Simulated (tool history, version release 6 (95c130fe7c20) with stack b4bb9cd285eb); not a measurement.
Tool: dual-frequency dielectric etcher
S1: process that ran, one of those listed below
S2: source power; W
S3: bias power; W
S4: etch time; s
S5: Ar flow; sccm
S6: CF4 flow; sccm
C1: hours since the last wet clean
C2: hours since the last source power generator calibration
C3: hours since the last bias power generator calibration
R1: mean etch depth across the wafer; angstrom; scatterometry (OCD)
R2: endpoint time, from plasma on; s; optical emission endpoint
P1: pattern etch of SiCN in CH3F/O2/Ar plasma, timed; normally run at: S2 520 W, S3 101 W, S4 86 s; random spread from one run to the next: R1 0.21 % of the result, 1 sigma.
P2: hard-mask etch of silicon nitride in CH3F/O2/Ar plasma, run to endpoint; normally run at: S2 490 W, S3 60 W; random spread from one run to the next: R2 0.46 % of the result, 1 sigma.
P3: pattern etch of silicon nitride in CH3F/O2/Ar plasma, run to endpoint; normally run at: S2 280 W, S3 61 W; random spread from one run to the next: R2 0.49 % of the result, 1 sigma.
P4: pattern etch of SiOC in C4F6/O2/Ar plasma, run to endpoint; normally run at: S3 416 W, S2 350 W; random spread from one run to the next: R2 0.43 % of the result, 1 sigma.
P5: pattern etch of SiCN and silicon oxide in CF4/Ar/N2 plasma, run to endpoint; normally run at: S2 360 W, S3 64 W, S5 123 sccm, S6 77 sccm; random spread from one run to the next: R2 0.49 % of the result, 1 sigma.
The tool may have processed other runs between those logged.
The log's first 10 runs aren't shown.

run	day	S1	S2	S3	S4	S5	S6	C1	C2	C3	R1	R2
# day 3.525: bias power generator calibrated
11	3.662	P2	490	84				223.0	1483.0	3.4		39.832
12	3.975	P1	650	101	110			230.5	1490.5	10.9	549.15	
13	4.421	P4	350	416				241.2	1501.2	21.6		13.609
14	4.742	P4	350	244				248.9	1508.9	29.3		16.585
15	5.150	P5	360	64		78	77	258.7	1518.7	39.1		16.898
16	5.379	P5	360	80		123	77	264.2	1524.2	44.6		16.667
17	5.612	P3	350	61				269.8	1529.8	50.2		44.526
18	5.888	P1	520	101	107			276.4	1536.4	56.8	492.59	
19	6.117	P5	360	64		123	77	281.9	1541.9	62.3		18.024
20	6.462	P2	490	60				290.2	1550.2	70.6		44.519
21	6.804	P1	520	101	86			298.4	1558.4	78.8	396.87	
22	7.150	P1	520	101	86			306.7	1566.7	87.1	397.18	

For run 23, what comes out?
23	7.408	P1	660	101	86			312.9	1572.9	93.3	?	

R1: 432.27 angstrom
